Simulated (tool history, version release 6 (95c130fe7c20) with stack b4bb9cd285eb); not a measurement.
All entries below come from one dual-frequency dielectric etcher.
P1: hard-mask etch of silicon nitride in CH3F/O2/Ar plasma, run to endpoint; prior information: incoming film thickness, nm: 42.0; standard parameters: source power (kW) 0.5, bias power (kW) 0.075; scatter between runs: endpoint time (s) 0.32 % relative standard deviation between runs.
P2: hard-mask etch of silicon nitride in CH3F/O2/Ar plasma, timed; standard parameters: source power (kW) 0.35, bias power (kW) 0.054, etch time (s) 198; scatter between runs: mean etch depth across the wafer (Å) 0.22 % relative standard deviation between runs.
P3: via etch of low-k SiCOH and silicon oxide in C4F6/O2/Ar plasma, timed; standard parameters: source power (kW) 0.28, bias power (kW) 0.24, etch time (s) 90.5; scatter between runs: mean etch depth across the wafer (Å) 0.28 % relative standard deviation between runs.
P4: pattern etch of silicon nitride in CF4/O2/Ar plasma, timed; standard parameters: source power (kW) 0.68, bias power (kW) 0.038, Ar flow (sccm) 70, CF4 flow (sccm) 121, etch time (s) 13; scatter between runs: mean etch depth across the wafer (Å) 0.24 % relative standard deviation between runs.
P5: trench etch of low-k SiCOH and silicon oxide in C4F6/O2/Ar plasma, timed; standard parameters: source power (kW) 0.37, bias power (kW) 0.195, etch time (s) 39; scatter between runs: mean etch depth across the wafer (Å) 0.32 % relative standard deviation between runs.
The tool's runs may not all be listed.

run   hour  process that ran  source power (kW)  bias power (kW)  etch time (s)  Ar flow (sccm)  CF4 flow (sccm)  hours since the last wet clean  hours since the last source power generator calibration  hours since the last bias power generator calibration  endpoint time (s)  mean etch depth across the wafer (Å)
  1    5.6                P1                0.5            0.075                                                                            81.2                                                   2471.9                                                  535.6             54.913
  2   13.1                P1                0.5            0.075                                                                            88.7                                                   2479.4                                                  543.1             54.778
  3   20.9                P2               0.35            0.054            198                                                             96.5                                                   2487.2                                                  550.9                                                   1188.4
  4   27.1                P4               0.68            0.038           19.5              70              121                           102.7                                                   2493.4                                                  557.1                                                   472.24
  5   35.8                P4               0.68            0.053             13              70              121                           111.4                                                   2502.1                                                  565.8                                                   352.87
  6   43.9                P1                0.5            0.075                                                                           119.5                                                   2510.2                                                  573.9             54.701
  7   49.9                P1                0.5            0.099                                                                           125.5                                                   2516.2                                                  579.9             49.453
  8   56.2                P2               0.35            0.067            198                                                            131.8                                                   2522.5                                                  586.2                                                   1273.1
  9   61.3                P1                0.7            0.075                                                                           136.9                                                   2527.6                                                  591.3             48.084
 10   66.8                P4               0.52            0.038             13              70              121                           142.4                                                   2533.1                                                  596.8                                                   247.93
 11     72                P2                0.2            0.054            198                                                            147.6                                                   2538.3                                                    602                                                   954.08
      72.5  -- wet clean of the chamber
 12   80.2                P3                0.2             0.24           90.5                                                              7.7                                                   2546.5                                                  610.2                                                   2142.4
 13     87                P3               0.28             0.24           90.5                                                             14.5                                                   2553.3                                                    617                                                   2432.5
 14   93.4                P3               0.28            0.143           90.5                                                             20.9                                                   2559.7                                                  623.4                                                     2044
 15   98.8                P1                0.5            0.075                                                                            26.3                                                   2565.1                                                  628.8             54.629
 16  105.3                P1               0.41            0.075                                                                            32.8                                                   2571.6                                                  635.3             58.818
 17  114.4                P4               0.68            0.038             13              70              121                            41.9                                                   2580.7                                                  644.4                                                   313.81
 18  119.6                P4               0.68            0.038             13              70               84                            47.1                                                   2585.9                                                  649.6                                                   301.76
 19  128.8                P2               0.35            0.054            110                                                             56.3                                                   2595.1                                                  658.8                                                   660.27
 20  139.5                P1               0.39             0.05                                                                              67                                                   2605.8                                                  669.5             68.517
 21  146.1                P1               0.41            0.097                                                                            73.6                                                   2612.4                                                  676.1             53.598
 22  157.4                P5               0.37            0.195             39                                                             84.9                                                   2623.7                                                  687.4                                                   1244.2
 23    168                P5               0.48            0.195             39                                                             95.5                                                   2634.3                                                    698                                                   1378.5
 24  175.7                P1                0.5            0.044                                                                           103.2                                                     2642                                                  705.7             64.913
 25  182.2                P5               0.37             0.26             39                                                            109.7                                                   2648.5                                                  712.2                                                   1366.8
 26  192.7                P5               0.37            0.195             26                                                            120.2                                                     2659                                                  722.7                                                    826.7
 27  201.5                P1               0.67            0.088                                                                             129                                                   2667.8                                                  731.5              46.26
 28  211.7                P1                0.5            0.075                                                                           139.2                                                     2678                                                  741.7             54.591
 29  222.5                P3               0.28             0.24          133.5                                                              150                                                   2688.8                                                  752.5                                                   3575.5
 30  227.8                P4               0.68            0.038             13              88              121                           155.3                                                   2694.1                                                  757.8                                                   305.33
 31  235.9                P1                0.5            0.075                                                                           163.4                                                   2702.2                                                  765.9              54.55
 32  246.2                P1                0.5            0.075                                                                           173.7                                                   2712.5                                                  776.2             54.531
 33  255.1                P1                0.5            0.075                                                                           182.6                                                   2721.4                                                  785.1             54.303
 34  265.3                P1                0.5            0.075                                                                           192.8                                                   2731.6                                                  795.3             53.909
 35  275.3                P1                0.5            0.075                                                                           202.8                                                   2741.6                                                  805.3             53.882
 36  280.3                P1                0.5            0.075                                                                           207.8                                                   2746.6                                                  810.3             53.945

Expected results for the next run?
 37  285.7                P1                0.5            0.075                                                                           213.2                                                     2752                                                  815.7                  ?

Run 37 yielded endpoint time (s) 54.4.

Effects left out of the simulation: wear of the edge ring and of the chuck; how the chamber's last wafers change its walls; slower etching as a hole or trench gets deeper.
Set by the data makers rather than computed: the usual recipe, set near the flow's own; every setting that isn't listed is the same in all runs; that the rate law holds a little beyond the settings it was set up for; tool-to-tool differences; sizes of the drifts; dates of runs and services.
